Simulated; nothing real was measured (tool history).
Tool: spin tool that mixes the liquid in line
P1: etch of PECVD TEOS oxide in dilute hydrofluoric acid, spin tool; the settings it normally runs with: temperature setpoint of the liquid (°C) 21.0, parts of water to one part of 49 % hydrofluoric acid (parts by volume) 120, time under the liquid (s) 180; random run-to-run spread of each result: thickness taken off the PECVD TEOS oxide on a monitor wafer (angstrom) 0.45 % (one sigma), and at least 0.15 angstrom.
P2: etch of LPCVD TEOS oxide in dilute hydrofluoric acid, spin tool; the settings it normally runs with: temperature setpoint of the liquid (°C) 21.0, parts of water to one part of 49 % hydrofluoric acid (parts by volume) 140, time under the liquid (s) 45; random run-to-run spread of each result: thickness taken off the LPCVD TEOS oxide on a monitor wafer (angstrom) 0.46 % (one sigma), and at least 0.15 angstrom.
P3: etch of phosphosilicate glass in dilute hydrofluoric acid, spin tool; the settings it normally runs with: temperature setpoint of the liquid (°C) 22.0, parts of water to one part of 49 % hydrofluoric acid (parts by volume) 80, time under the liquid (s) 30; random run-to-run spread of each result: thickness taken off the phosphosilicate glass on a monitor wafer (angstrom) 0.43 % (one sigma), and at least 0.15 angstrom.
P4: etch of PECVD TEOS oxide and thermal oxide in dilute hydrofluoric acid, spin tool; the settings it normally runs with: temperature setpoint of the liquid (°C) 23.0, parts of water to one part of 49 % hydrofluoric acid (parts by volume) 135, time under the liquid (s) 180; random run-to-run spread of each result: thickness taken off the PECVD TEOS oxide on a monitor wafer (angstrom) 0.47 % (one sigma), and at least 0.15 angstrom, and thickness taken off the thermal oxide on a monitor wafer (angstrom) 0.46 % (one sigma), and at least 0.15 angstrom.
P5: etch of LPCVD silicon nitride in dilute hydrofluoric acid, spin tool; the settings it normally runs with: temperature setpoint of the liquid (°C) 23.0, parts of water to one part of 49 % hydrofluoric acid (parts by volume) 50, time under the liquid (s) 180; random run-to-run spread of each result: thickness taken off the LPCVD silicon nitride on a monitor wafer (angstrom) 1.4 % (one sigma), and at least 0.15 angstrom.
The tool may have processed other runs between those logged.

run,hour,process that ran,temperature setpoint of the liquid (°C),parts of water to one part of 49 % hydrofluoric acid (parts by volume),time under the liquid (s),hours since the thermometer was replaced,hours since the hydrofluoric acid flow meter was replaced,thickness taken off the PECVD TEOS oxide on a monitor wafer (angstrom),thickness taken off the phosphosilicate glass on a monitor wafer (angstrom),thickness taken off the LPCVD TEOS oxide on a monitor wafer (angstrom),thickness taken off the LPCVD silicon nitride on a monitor wafer (angstrom),thickness taken off the thermal oxide on a monitor wafer (angstrom)
1,3.1,P1,21.0,120,180,1528.8,121.3,154.040,,,,
2,6.7,P1,27.5,120,180,1532.4,124.9,199.630,,,,
3,10.8,P3,22.0,80,30,1536.5,129.0,,524.54,,,
4,14.9,P1,21.0,120,180,1540.6,133.1,154.770,,,,
5,20.3,P1,21.0,20,180,1546.0,138.5,1041.700,,,,
6,24.9,P1,21.0,120,45,1550.6,143.1,38.527,,,,
7,27.9,P1,26.5,45,180,1553.6,146.1,568.540,,,,
# hour 28.3: hydrofluoric acid flow meter replaced
8,32.0,P2,21.0,140,75,1557.7,3.7,,,75.913,,
9,35.4,P2,21.0,140,45,1561.1,7.1,,,45.173,,
10,39.7,P1,21.0,120,180,1565.4,11.4,155.890,,,,
11,43.3,P1,21.0,120,180,1569.0,15.0,155.780,,,,
12,45.9,P2,17.0,140,45,1571.6,17.6,,,38.673,,
13,48.6,P3,30.0,80,30,1574.3,20.3,,716.81,,,
14,54.2,P3,22.0,80,15,1579.9,25.9,,260.18,,,
15,59.1,P5,28.5,50,180,1584.8,30.8,,,,23.3150,
16,63.2,P3,22.0,80,30,1588.9,34.9,,520.24,,,
17,66.8,P5,23.0,50,290,1592.5,38.5,,,,26.1440,
18,69.9,P4,23.0,135,180,1595.6,41.6,267.700,,,,54.955
19,74.8,P5,23.0,85,180,1600.5,46.5,,,,9.6804,
20,80.9,P5,23.0,50,180,1606.6,52.6,,,,16.2550,
21,83.8,P1,21.0,120,365,1609.5,55.5,314.850,,,,
# hour 87.4: thermometer replaced
22,88.9,P4,28.5,135,180,1.5,60.6,332.200,,,,68.204
23,95.1,P4,23.0,80,180,7.7,66.8,483.320,,,,98.521
24,100.6,P1,21.0,120,180,13.2,72.3,155.540,,,,
25,104.4,P2,21.0,140,45,17.0,76.1,,,45.744,,
26,109.1,P3,22.0,30,30,21.7,80.8,,1490.90,,,
27,112.1,P1,17.0,120,180,24.7,83.8,132.020,,,,
28,115.8,P4,23.0,135,320,28.4,87.5,476.670,,,,97.162
29,120.5,P2,21.0,190,45,33.1,92.2,,,31.912,,
30,126.6,P1,21.0,170,180,39.2,98.3,103.230,,,,
31,130.2,P1,21.0,120,180,42.8,101.9,154.820,,,,
32,134.1,P1,21.0,120,180,46.7,105.8,150.130,,,,
33,137.0,P1,21.0,120,180,49.6,108.7,147.430,,,,
34,140.5,P1,21.0,120,180,53.1,112.2,145.990,,,,
35,145.7,P1,21.0,120,180,58.3,117.4,142.790,,,,
36,150.2,P1,21.0,120,180,62.8,121.9,142.330,,,,
37,154.7,P1,21.0,120,180,67.3,126.4,142.360,,,,
38,159.0,P1,21.0,120,180,71.6,130.7,142.040,,,,
39,164.3,P1,21.0,120,180,76.9,136.0,138.980,,,,
40,168.7,P1,21.0,120,180,81.3,140.4,140.710,,,,
41,171.6,P1,21.0,120,180,84.2,143.3,140.820,,,,

Something has made what P1 gives creep away from where it was; the 2 causes below, each at its own stated size, fit the log equally well:
A: hydrofluoric acid flow below the setpoint (%) = 8.17
B: liquid colder than its thermometer reads (K) = 2.39
Onset of the creep was near hour 130.2.

Consider the 4 check runs below, whose results appear as question marks and each of which averages 3 wafers. Which one distinguishes the causes, in that each cause would give it a clearly different result?
check 1,174.5,P3,22.0,80,30,,,,?,,,
check 2,174.5,P4,23.0,135,180,,,?,,,,?
check 3,174.5,P2,21.0,140,45,,,,,?,,
check 4,174.5,P5,23.0,50,180,,,,,,?,

Outcome of each check run for each possible cause:
check,result,if A,if B
check 1,thickness taken off the phosphosilicate glass on a monitor wafer (angstrom),478.66,476.28
check 2,thickness taken off the PECVD TEOS oxide on a monitor wafer (angstrom),243.910,245.000
check 2,thickness taken off the thermal oxide on a monitor wafer (angstrom),49.678,49.900
check 3,thickness taken off the LPCVD TEOS oxide on a monitor wafer (angstrom),41.290,41.402
check 4,thickness taken off the LPCVD silicon nitride on a monitor wafer (angstrom),14.8760,13.7260
Per-check spread between the two closest causes, in the result where they differ most: check 1 0.5 %; check 2 0.45 %; check 3 0.27 %; check 4 8.05 %
The other checks would show nearly matching results whichever cause is true, so check 4 is the only one that separates the causes.

With check 4 done, the readings were: thickness taken off the LPCVD silicon nitride on a monitor wafer (angstrom) 14.9980. Identify which of the listed causes applies.

It was cause A: hydrofluoric acid flow below the setpoint (%).

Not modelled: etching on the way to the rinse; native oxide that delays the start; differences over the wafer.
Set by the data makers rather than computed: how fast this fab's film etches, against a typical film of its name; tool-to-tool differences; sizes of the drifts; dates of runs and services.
